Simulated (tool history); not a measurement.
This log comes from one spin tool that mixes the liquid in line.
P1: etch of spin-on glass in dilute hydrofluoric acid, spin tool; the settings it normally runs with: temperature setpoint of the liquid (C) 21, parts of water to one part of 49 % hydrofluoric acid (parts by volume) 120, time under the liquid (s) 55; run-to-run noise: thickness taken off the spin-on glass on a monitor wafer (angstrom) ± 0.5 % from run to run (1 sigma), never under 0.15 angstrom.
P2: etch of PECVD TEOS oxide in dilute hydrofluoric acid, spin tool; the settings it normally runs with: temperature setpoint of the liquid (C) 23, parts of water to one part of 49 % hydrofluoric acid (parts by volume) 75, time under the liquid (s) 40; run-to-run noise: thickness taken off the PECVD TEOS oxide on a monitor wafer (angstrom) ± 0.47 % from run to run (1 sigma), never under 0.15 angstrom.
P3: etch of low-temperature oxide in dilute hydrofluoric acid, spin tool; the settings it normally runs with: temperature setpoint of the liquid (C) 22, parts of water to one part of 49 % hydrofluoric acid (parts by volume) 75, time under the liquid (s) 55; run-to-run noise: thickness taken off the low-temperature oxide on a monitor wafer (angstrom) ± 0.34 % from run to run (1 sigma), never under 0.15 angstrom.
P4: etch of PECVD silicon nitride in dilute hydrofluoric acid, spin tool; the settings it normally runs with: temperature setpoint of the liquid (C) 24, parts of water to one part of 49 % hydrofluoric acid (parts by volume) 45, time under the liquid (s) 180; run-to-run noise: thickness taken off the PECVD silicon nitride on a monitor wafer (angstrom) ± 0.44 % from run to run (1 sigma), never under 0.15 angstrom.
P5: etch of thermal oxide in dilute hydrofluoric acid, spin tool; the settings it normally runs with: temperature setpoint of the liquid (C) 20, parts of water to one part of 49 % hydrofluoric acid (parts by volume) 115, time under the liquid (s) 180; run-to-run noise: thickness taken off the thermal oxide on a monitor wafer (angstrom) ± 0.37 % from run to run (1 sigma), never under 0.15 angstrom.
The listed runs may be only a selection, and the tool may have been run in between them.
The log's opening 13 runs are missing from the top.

run   hour  process that ran  temperature setpoint of the liquid (C)  parts of water to one part of 49 % hydrofluoric acid (parts by volume)  time under the liquid (s)  hours since the thermometer was replaced  hours since the hydrofluoric acid flow meter was replaced  thickness taken off the spin-on glass on a monitor wafer (angstrom)  thickness taken off the low-temperature oxide on a monitor wafer (angstrom)  thickness taken off the PECVD silicon nitride on a monitor wafer (angstrom)  thickness taken off the PECVD TEOS oxide on a monitor wafer (angstrom)  thickness taken off the thermal oxide on a monitor wafer (angstrom)
 14   91.7                P2                                    31.5                                                                      75                         40                                    1224.6                                                      609.2                                                                                                                                                                                                                                                                                                 147.84
      97.5  -- thermometer replaced
 15   99.4                P1                                      21                                                                      30                        105                                       1.9                                                      616.9                                                               1020.3
 16  105.1                P5                                      20                                                                      20                        180                                       7.6                                                      622.6                                                                                                                                                                                                                                                                                                                                                                       377.4
 17  112.4                P3                                    25.5                                                                      75                         55                                      14.9                                                      629.9                                                                                                                                            123.38
 18  117.9                P1                                      21                                                                      70                         55                                      20.4                                                      635.4                                                               217.54
 19  123.8                P5                                      20                                                                     115                        335                                      26.3                                                      641.3                                                                                                                                                                                                                                                                                                                                                                      108.86
 20  129.8                P4                                      24                                                                      75                        180                                      32.3                                                      647.3                                                                                                                                                                                                                         56.452
 21  138.6                P4                                      24                                                                      45                        275                                      41.1                                                      656.1                                                                                                                                                                                                                         141.83
 22  143.6                P1                                      21                                                                     120                         25                                      46.1                                                      661.1                                                               54.421
 23  150.9                P3                                      22                                                                      75                         55                                      53.4                                                      668.4                                                                                                                                            106.55
 24  158.6                P5                                      17                                                                     115                        180                                      61.1                                                      676.1                                                                                                                                                                                                                                                                                                                                                                      52.091
 25    164                P1                                      21                                                                     120                         55                                      66.5                                                      681.5                                                               120.25
 26  172.8                P5                                      20                                                                     115                        180                                      75.3                                                      690.3                                                                                                                                                                                                                                                                                                                                                                      58.764
 27  178.2                P1                                      21                                                                     120                         55                                      80.7                                                      695.7                                                               120.27
 28  184.6                P1                                    28.5                                                                     120                         80                                      87.1                                                      702.1                                                                233.2
 29  192.7                P1                                      17                                                                     120                         55                                      95.2                                                      710.2                                                               101.88

Run 30 is up next; what results do you expect?
 30  197.3                P1                                      21                                                                     120                         55                                      99.8                                                      714.8                                                                    ?

Logged for run 30: thickness taken off the spin-on glass on a monitor wafer (angstrom) 120.38.
